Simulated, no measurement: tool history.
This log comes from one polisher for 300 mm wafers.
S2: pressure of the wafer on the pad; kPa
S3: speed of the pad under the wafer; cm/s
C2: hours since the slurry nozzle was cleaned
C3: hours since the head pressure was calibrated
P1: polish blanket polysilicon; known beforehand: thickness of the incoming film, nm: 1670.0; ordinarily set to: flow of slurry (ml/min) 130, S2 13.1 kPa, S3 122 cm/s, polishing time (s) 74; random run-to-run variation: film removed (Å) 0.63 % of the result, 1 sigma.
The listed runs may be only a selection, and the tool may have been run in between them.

Run 1, hour 4.4: flow of slurry (ml/min) 130, S2 13.1 kPa, S3 122 cm/s, polishing time (s) 74; wafers polished on this pad 362; C2 187.7; C3 208.3. Result: film removed (Å) 5487.9.
Run 2, hour 9.1: flow of slurry (ml/min) 130, S2 13.1 kPa, S3 122 cm/s, polishing time (s) 74; wafers polished on this pad 421; C2 192.4; C3 213.0. Result: film removed (Å) 5524.2.
Run 3, hour 15.9: flow of slurry (ml/min) 95, S2 13.1 kPa, S3 122 cm/s, polishing time (s) 46; wafers polished on this pad 507; C2 199.2; C3 219.8. Result: film removed (Å) 3208.2.
Run 4, hour 23.3: flow of slurry (ml/min) 130, S2 13.1 kPa, S3 122 cm/s, polishing time (s) 74; wafers polished on this pad 600; C2 206.6; C3 227.2. Result: film removed (Å) 5560.8.
At hour 27.4: head pressure recalibrated.
Run 5, hour 28.7: flow of slurry (ml/min) 130, S2 6.2 kPa, S3 122 cm/s, polishing time (s) 74; wafers polished on this pad 667; C2 212.0; C3 1.3. Result: film removed (Å) 2621.9.
Run 6, hour 38.5: flow of slurry (ml/min) 130, S2 13.1 kPa, S3 122 cm/s, polishing time (s) 39; wafers polished on this pad 790; C2 221.8; C3 11.1. Result: film removed (Å) 2919.3.
At hour 44.1: slurry nozzle cleaned.
Run 7, hour 45.9: flow of slurry (ml/min) 130, S2 20.0 kPa, S3 122 cm/s, polishing time (s) 74; wafers polished on this pad 883; C2 1.8; C3 18.5. Result: film removed (Å) 8487.5.
Run 8, hour 51.4: flow of slurry (ml/min) 130, S2 13.1 kPa, S3 122 cm/s, polishing time (s) 102; wafers polished on this pad 952; C2 7.3; C3 24.0. Result: film removed (Å) 7636.9.
Run 9, hour 56.7: flow of slurry (ml/min) 90, S2 13.1 kPa, S3 74 cm/s, polishing time (s) 74; wafers polished on this pad 1019; C2 12.6; C3 29.3. Result: film removed (Å) 3058.5.
Run 10, hour 62.6: flow of slurry (ml/min) 130, S2 13.1 kPa, S3 90 cm/s, polishing time (s) 47; wafers polished on this pad 1093; C2 18.5; C3 35.2. Result: film removed (Å) 2600.4.
Run 11, hour 69.8: flow of slurry (ml/min) 130, S2 13.1 kPa, S3 190 cm/s, polishing time (s) 74; wafers polished on this pad 1183; C2 25.7; C3 42.4. Result: film removed (Å) 8598.1.
Run 12, hour 80.1: flow of slurry (ml/min) 185, S2 13.1 kPa, S3 122 cm/s, polishing time (s) 74; wafers polished on this pad 1312; C2 36.0; C3 52.7. Result: film removed (Å) 5855.8.
Run 13, hour 84.8: flow of slurry (ml/min) 130, S2 13.1 kPa, S3 122 cm/s, polishing time (s) 74; wafers polished on this pad 1371; C2 40.7; C3 57.4. Result: film removed (Å) 5490.9.
Run 14, hour 91.9: flow of slurry (ml/min) 85, S2 13.1 kPa, S3 122 cm/s, polishing time (s) 74; wafers polished on this pad 1460; C2 47.8; C3 64.5. Result: film removed (Å) 5000.7.
Run 15, hour 96.3: flow of slurry (ml/min) 130, S2 13.1 kPa, S3 54 cm/s, polishing time (s) 74; wafers polished on this pad 1516; C2 52.2; C3 68.9. Result: film removed (Å) 2462.0.
Run 16, hour 103.7: flow of slurry (ml/min) 130, S2 13.1 kPa, S3 122 cm/s, polishing time (s) 74; wafers polished on this pad 1608; C2 59.6; C3 76.3. Result: film removed (Å) 5602.3.
Run 17, hour 108.8: flow of slurry (ml/min) 130, S2 13.1 kPa, S3 122 cm/s, polishing time (s) 74; wafers polished on this pad 1672; C2 64.7; C3 81.4. Result: film removed (Å) 5433.2.
Run 18, hour 115.0: flow of slurry (ml/min) 130, S2 13.1 kPa, S3 122 cm/s, polishing time (s) 74; wafers polished on this pad 1750; C2 70.9; C3 87.6. Result: film removed (Å) 5372.6.
Run 19, hour 121.3: flow of slurry (ml/min) 130, S2 13.1 kPa, S3 122 cm/s, polishing time (s) 74; wafers polished on this pad 1829; C2 77.2; C3 93.9. Result: film removed (Å) 5301.9.
Run 20, hour 131.5: flow of slurry (ml/min) 130, S2 13.1 kPa, S3 122 cm/s, polishing time (s) 74; wafers polished on this pad 1957; C2 87.4; C3 104.1. Result: film removed (Å) 5289.7.
Run 21, hour 140.0: flow of slurry (ml/min) 130, S2 13.1 kPa, S3 122 cm/s, polishing time (s) 74; wafers polished on this pad 2064; C2 95.9; C3 112.6. Result: film removed (Å) 5193.6.
Run 22, hour 147.3: flow of slurry (ml/min) 130, S2 13.1 kPa, S3 122 cm/s, polishing time (s) 74; wafers polished on this pad 2156; C2 103.2; C3 119.9. Result: film removed (Å) 5098.0.
Run 23, hour 157.5: flow of slurry (ml/min) 130, S2 13.1 kPa, S3 122 cm/s, polishing time (s) 74; wafers polished on this pad 2283; C2 113.4; C3 130.1. Result: film removed (Å) 5181.0.
At hour 162.0: head pressure recalibrated.
Run 24, hour 165.6: flow of slurry (ml/min) 130, S2 13.1 kPa, S3 122 cm/s, polishing time (s) 74; wafers polished on this pad 2385; C2 121.5; C3 3.6. Result: film removed (Å) 5073.0.
Run 25, hour 172.0: flow of slurry (ml/min) 130, S2 13.1 kPa, S3 122 cm/s, polishing time (s) 74; wafers polished on this pad 2465; C2 127.9; C3 10.0. Result: film removed (Å) 5122.2.
Run 26, hour 179.2: flow of slurry (ml/min) 130, S2 13.1 kPa, S3 122 cm/s, polishing time (s) 74; wafers polished on this pad 2556; C2 135.1; C3 17.2. Result: film removed (Å) 5104.2.
Run 27, hour 186.9: flow of slurry (ml/min) 130, S2 13.1 kPa, S3 122 cm/s, polishing time (s) 74; wafers polished on this pad 2652; C2 142.8; C3 24.9. Result: film removed (Å) 5107.5.

The output of P1 has drifted from where it used to be. Each of the 2 causes below, taken at the size shown beside it, accounts for the log equally well:
A: slurry flow missing at the pad, % = 29.9
B: removal rate lost through wear of the pad, % = 7.96
The onset of the drift is placed at about hour 103.7.
Excluded causes, each with its reason:
head's pressure below its setpoint, %: work on it at hour 162.0, done after the drift set in, did not restore what the process gave before

Below are 4 check runs, each averaged over 5 wafers, with their results shown as question marks. Which of them would give clearly different results depending on which cause is behind the drift?
Run check 1, hour 194.6: flow of slurry (ml/min) 130, S2 19.3 kPa, S3 58 cm/s, polishing time (s) 74. Result: film removed (Å) ?.
Run check 2, hour 194.6: flow of slurry (ml/min) 185, S2 6.2 kPa, S3 122 cm/s, polishing time (s) 74. Result: film removed (Å) ?.
Run check 3, hour 194.6: flow of slurry (ml/min) 130, S2 6.2 kPa, S3 188 cm/s, polishing time (s) 74. Result: film removed (Å) ?.
Run check 4, hour 194.6: flow of slurry (ml/min) 130, S2 13.1 kPa, S3 182 cm/s, polishing time (s) 74. Result: film removed (Å) ?.

If the cause were each of the candidates in turn, the checks would give the following:
  check            result    if A    if B
check 1  film removed (Å)  3571.5  3571.0
check 2  film removed (Å)  2621.9  2562.8
check 3  film removed (Å)  3721.1  3720.5
check 4  film removed (Å)  7604.9  7603.7
Separation of the two closest causes in each check, using whichever result separates them best: check 1 0.02 %; check 2 2.28 %; check 3 0.02 %; check 4 0.02 %
Check 2 tells the causes apart: in the others they would give nearly the same result.

Running check 2 produced the following: film removed (Å) 2624.0. Which one of the listed causes fits?

It is A: slurry flow missing at the pad, %.

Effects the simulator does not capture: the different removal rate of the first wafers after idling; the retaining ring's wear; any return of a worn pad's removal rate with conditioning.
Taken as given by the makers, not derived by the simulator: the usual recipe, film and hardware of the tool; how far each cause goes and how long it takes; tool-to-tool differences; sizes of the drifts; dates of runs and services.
